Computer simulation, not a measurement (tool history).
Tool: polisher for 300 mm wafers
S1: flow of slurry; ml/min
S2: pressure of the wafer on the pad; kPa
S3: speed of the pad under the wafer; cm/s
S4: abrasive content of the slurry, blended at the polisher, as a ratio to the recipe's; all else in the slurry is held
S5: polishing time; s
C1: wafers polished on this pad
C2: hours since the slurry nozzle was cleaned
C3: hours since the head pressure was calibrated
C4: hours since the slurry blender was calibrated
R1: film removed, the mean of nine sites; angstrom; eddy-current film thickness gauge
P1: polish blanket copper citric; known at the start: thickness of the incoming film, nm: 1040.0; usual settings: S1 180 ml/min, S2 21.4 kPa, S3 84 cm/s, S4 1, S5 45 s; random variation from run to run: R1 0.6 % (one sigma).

run 1 day=0.192 | S1=180 S2=21.4 S3=84 S4=1 S5=45 | C1=217 C2=275.1 C3=745.4 C4=59.4 | R1=1051.9
run 2 day=0.55 | S1=180 S2=21.4 S3=84 S4=1 S5=45 | C1=294 C2=283.7 C3=754 C4=68 | R1=1045.1
run 3 day=0.854 | S1=180 S2=21.4 S3=84 S4=1 S5=45 | C1=360 C2=291 C3=761.3 C4=75.3 | R1=1048.9
run 4 day=1.125 | S1=180 S2=21.4 S3=84 S4=1 S5=28 | C1=419 C2=297.5 C3=767.8 C4=81.8 | R1=655.89
run 5 day=1.429 | S1=180 S2=21.4 S3=126 S4=1 S5=45 | C1=485 C2=304.8 C3=775.1 C4=89.1 | R1=1562.7
run 6 day=1.75 | S1=180 S2=15.9 S3=84 S4=1 S5=45 | C1=555 C2=312.5 C3=782.8 C4=96.8 | R1=782.35
run 7 day=2.138 | S1=110 S2=21.4 S3=84 S4=0.75 S5=45 | C1=639 C2=321.8 C3=792.1 C4=106.1 | R1=901.42
run 8 day=2.433 | S1=270 S2=21.4 S3=84 S4=1 S5=45 | C1=703 C2=328.9 C3=799.2 C4=113.2 | R1=1094.5
run 9 day=2.612 | S1=180 S2=21.4 S3=84 S4=1 S5=45 | C1=742 C2=333.2 C3=803.5 C4=117.5 | R1=1041.6
run 10 day=2.933 | S1=110 S2=21.4 S3=84 S4=1 S5=45 | C1=812 C2=340.9 C3=811.2 C4=125.2 | R1=969.04
run 11 day=3.212 | S1=180 S2=21.4 S3=38 S4=1 S5=45 | C1=872 C2=347.6 C3=817.9 C4=131.9 | R1=491.73
run 12 day=3.475 | S1=180 S2=21.4 S3=84 S4=0.55 S5=45 | C1=929 C2=353.9 C3=824.2 C4=138.2 | R1=925.23
run 13 day=3.738 | S1=180 S2=33.1 S3=84 S4=1 S5=45 | C1=986 C2=360.2 C3=830.5 C4=144.5 | R1=1609.6
run 14 day=3.983 | S1=180 S2=21.4 S3=84 S4=1 S5=45 | C1=1039 C2=366.1 C3=836.4 C4=150.4 | R1=1037.6
run 15 day=4.192 | S1=180 S2=21.4 S3=84 S4=1 S5=71 | C1=1085 C2=371.1 C3=841.4 C4=155.4 | R1=1648.9
run 16 day=4.471 | S1=180 S2=21.4 S3=84 S4=1.45 S5=45 | C1=1145 C2=377.8 C3=848.1 C4=162.1 | R1=1125.6
run 17 day=4.679 | S1=180 S2=21.4 S3=84 S4=1 S5=45 | C1=1190 C2=382.8 C3=853.1 C4=167.1 | R1=1049.2
run 18 day=4.888 | S1=180 S2=21.4 S3=84 S4=1 S5=45 | C1=1236 C2=387.8 C3=858.1 C4=172.1 | R1=1026.3
run 19 day=5.183 | S1=180 S2=21.4 S3=84 S4=1 S5=45 | C1=1300 C2=394.9 C3=865.2 C4=179.2 | R1=999.36
-- day=5.467 head pressure recalibrated
run 20 day=5.467 | S1=180 S2=21.4 S3=84 S4=1 S5=45 | C1=1361 C2=401.7 C3=0 C4=186 | R1=979.34
run 21 day=5.717 | S1=180 S2=21.4 S3=84 S4=1 S5=45 | C1=1415 C2=407.7 C3=6 C4=192 | R1=975.29
run 22 day=5.908 | S1=180 S2=21.4 S3=84 S4=1 S5=45 | C1=1457 C2=412.3 C3=10.6 C4=196.6 | R1=968.19
run 23 day=6.108 | S1=180 S2=21.4 S3=84 S4=1 S5=45 | C1=1500 C2=417.1 C3=15.4 C4=201.4 | R1=967.08
-- day=6.325 worn pad replaced by a new one
run 24 day=6.467 | S1=180 S2=21.4 S3=84 S4=1 S5=45 | C1=31 C2=425.7 C3=24 C4=210 | R1=963.81
run 25 day=6.654 | S1=180 S2=21.4 S3=84 S4=1 S5=45 | C1=71 C2=430.2 C3=28.5 C4=214.5 | R1=967.16
run 26 day=6.904 | S1=180 S2=21.4 S3=84 S4=1 S5=45 | C1=126 C2=436.2 C3=34.5 C4=220.5 | R1=967.4

What P1 gives has crept away from where it was. These 2 causes fit the log equally well, each at the size given:
A: abrasive missing from the slurry, % = 34.5
B: slurry flow missing at the pad, % = 38.3
The creep began at about day 4.679.
Why every other cause is out:
removal rate lost through wear of the pad, %: serviced at day 6.325, which brought nothing back
head's pressure below its setpoint, %: serviced at day 5.467, which brought nothing back

4 check runs are offered, each on 3 wafers whose results are averaged, their results left as question marks. Which one tells the causes apart?
run check 1 day=7.154 | S1=255 S2=21.4 S3=84 S4=1 S5=67 | R1=?
run check 2 day=7.154 | S1=180 S2=21.4 S3=84 S4=1.4 S5=70 | R1=?
run check 3 day=7.154 | S1=180 S2=27.6 S3=84 S4=0.65 S5=45 | R1=?
run check 4 day=7.154 | S1=180 S2=21.4 S3=120 S4=0.55 S5=45 | R1=?

What each check would give under each cause:
check=check_1 result=R1 if_A=1497.9 if_B=1534.8
check=check_2 result=R1 if_A=1607.3 if_B=1613
check=check_3 result=R1 if_A=1134.8 if_B=1129.2
check=check_4 result=R1 if_A=1214.7 if_B=1206.4
How far apart the two closest causes lie, in the result that separates them most: check 1 2.43 %; check 2 0.35 %; check 3 0.49 %; check 4 0.68 %
Only check 1 tells the causes apart: in the others they would give nearly the same result.

Check 1 was then run and gave: R1 1493.8 angstrom. Which cause is it?

It is A: abrasive missing from the slurry, %.

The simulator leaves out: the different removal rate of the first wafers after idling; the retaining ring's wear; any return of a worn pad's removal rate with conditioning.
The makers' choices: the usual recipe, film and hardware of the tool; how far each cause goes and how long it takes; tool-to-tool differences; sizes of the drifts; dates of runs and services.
